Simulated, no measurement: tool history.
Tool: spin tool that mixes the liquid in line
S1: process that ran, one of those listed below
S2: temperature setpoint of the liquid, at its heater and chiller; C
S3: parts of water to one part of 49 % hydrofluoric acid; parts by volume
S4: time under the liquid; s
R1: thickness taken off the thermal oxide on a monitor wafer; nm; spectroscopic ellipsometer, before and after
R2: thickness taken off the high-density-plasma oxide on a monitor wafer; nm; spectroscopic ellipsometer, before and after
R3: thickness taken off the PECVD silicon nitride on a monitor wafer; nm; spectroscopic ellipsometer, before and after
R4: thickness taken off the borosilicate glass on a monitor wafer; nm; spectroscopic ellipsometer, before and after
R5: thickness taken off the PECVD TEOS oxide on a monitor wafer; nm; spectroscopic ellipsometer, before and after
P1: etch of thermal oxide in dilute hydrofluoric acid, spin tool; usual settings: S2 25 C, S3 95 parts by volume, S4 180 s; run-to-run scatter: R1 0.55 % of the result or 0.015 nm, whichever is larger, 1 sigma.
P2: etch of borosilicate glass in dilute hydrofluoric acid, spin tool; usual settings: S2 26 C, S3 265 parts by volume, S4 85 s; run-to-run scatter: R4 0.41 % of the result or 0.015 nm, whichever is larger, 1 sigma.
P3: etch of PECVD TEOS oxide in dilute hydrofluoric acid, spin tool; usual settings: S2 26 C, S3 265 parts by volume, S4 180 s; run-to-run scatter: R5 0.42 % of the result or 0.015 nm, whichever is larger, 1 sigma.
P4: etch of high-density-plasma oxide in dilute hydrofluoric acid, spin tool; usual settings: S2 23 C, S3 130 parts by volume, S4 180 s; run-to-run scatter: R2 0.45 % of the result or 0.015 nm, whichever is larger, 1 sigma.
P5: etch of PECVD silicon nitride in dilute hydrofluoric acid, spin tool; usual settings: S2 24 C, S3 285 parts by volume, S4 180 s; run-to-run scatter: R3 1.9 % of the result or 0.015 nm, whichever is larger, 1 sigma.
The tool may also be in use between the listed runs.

Run 1, hour 6.2: S1 P1, S2 25 C, S3 95 parts by volume, S4 180 s. Result: R1 9.243 nm.
Run 2, hour 10.3: S1 P4, S2 23 C, S3 130 parts by volume, S4 55 s. Result: R2 2.0938 nm.
Run 3, hour 15.3: S1 P5, S2 17.5 C, S3 285 parts by volume, S4 180 s. Result: R3 0.80958 nm.
Run 4, hour 18.6: S1 P2, S2 26 C, S3 55 parts by volume, S4 85 s. Result: R4 39.945 nm.
Run 5, hour 24: S1 P3, S2 26 C, S3 265 parts by volume, S4 70 s. Result: R5 5.2834 nm.
Run 6, hour 28.4: S1 P2, S2 26 C, S3 265 parts by volume, S4 85 s. Result: R4 6.4217 nm.
Run 7, hour 33.5: S1 P2, S2 26 C, S3 265 parts by volume, S4 170 s. Result: R4 12.764 nm.
Run 8, hour 38.1: S1 P1, S2 31 C, S3 95 parts by volume, S4 180 s. Result: R1 11.648 nm.
Run 9, hour 42: S1 P4, S2 23 C, S3 130 parts by volume, S4 180 s. Result: R2 6.6936 nm.
Run 10, hour 48.9: S1 P1, S2 30.5 C, S3 145 parts by volume, S4 180 s. Result: R1 6.9243 nm.
Run 11, hour 54.1: S1 P1, S2 25 C, S3 95 parts by volume, S4 180 s. Result: R1 9.2633 nm.
Run 12, hour 58.3: S1 P1, S2 21 C, S3 55 parts by volume, S4 180 s. Result: R1 14.107 nm.
Run 13, hour 62.4: S1 P4, S2 18 C, S3 130 parts by volume, S4 180 s. Result: R2 5.524 nm.
Run 14, hour 68: S1 P1, S2 25 C, S3 95 parts by volume, S4 180 s. Result: R1 9.2233 nm.
Run 15, hour 71.4: S1 P5, S2 24 C, S3 285 parts by volume, S4 180 s. Result: R3 1.2101 nm.
Run 16, hour 77.9: S1 P1, S2 25 C, S3 40 parts by volume, S4 180 s. Result: R1 23.612 nm.
Run 17, hour 84.6: S1 P1, S2 25 C, S3 95 parts by volume, S4 180 s. Result: R1 9.264 nm.
Run 18, hour 88.2: S1 P1, S2 25 C, S3 95 parts by volume, S4 310 s. Result: R1 15.77 nm.
Run 19, hour 91.8: S1 P1, S2 25 C, S3 95 parts by volume, S4 180 s. Result: R1 9.3365 nm.
Run 20, hour 95.9: S1 P1, S2 25 C, S3 95 parts by volume, S4 180 s. Result: R1 9.2222 nm.
Run 21, hour 100.9: S1 P3, S2 26 C, S3 265 parts by volume, S4 180 s. Result: R5 13.697 nm.
Run 22, hour 107.8: S1 P3, S2 26 C, S3 50 parts by volume, S4 180 s. Result: R5 92.68 nm.
Run 23, hour 112.5: S1 P1, S2 25 C, S3 130 parts by volume, S4 180 s. Result: R1 6.3563 nm.
Run 24, hour 116.8: S1 P4, S2 23 C, S3 130 parts by volume, S4 180 s. Result: R2 6.7613 nm.
Run 25, hour 119.9: S1 P3, S2 34 C, S3 265 parts by volume, S4 180 s. Result: R5 17.622 nm.
Run 26, hour 123.3: S1 P5, S2 24 C, S3 80 parts by volume, S4 180 s. Result: R3 4.2131 nm.
Run 27, hour 130: S1 P4, S2 23 C, S3 210 parts by volume, S4 180 s. Result: R2 3.8139 nm.
Run 28, hour 136.8: S1 P1, S2 25 C, S3 95 parts by volume, S4 45 s. Result: R1 2.3088 nm.
Run 29, hour 142: S1 P2, S2 33 C, S3 265 parts by volume, S4 85 s. Result: R4 8.0798 nm.
At hour 147.3: hydrofluoric acid flow meter replaced.
Run 30, hour 148.2: S1 P1, S2 20.5 C, S3 95 parts by volume, S4 180 s. Result: R1 7.7084 nm.
Run 31, hour 155: S1 P1, S2 25 C, S3 95 parts by volume, S4 180 s. Result: R1 9.2934 nm.
Run 32, hour 158: S1 P5, S2 24 C, S3 285 parts by volume, S4 360 s. Result: R3 2.3957 nm.
Run 33, hour 164.7: S1 P5, S2 24 C, S3 285 parts by volume, S4 180 s. Result: R3 1.2266 nm.
Run 34, hour 169.4: S1 P1, S2 25 C, S3 55 parts by volume, S4 15 s. Result: R1 1.3889 nm.
Run 35, hour 174.7: S1 P1, S2 25 C, S3 95 parts by volume, S4 180 s. Result: R1 9.2928 nm.
Run 36, hour 179.5: S1 P1, S2 25 C, S3 95 parts by volume, S4 180 s. Result: R1 9.5664 nm.
Run 37, hour 184.5: S1 P1, S2 25 C, S3 95 parts by volume, S4 180 s. Result: R1 9.8952 nm.
Run 38, hour 187.6: S1 P1, S2 25 C, S3 95 parts by volume, S4 180 s. Result: R1 9.9428 nm.
Run 39, hour 193.5: S1 P1, S2 25 C, S3 95 parts by volume, S4 180 s. Result: R1 10.049 nm.
Run 40, hour 197.5: S1 P1, S2 25 C, S3 95 parts by volume, S4 180 s. Result: R1 10.117 nm.
Run 41, hour 201.4: S1 P1, S2 25 C, S3 95 parts by volume, S4 180 s. Result: R1 10.088 nm.
Run 42, hour 204.7: S1 P1, S2 25 C, S3 95 parts by volume, S4 180 s. Result: R1 10.19 nm.

Forecast run 43:
Run 43, hour 211.3: S1 P1, S2 25 C, S3 95 parts by volume, S4 180 s. Result: R1 ?.

R1: 10.144 nm
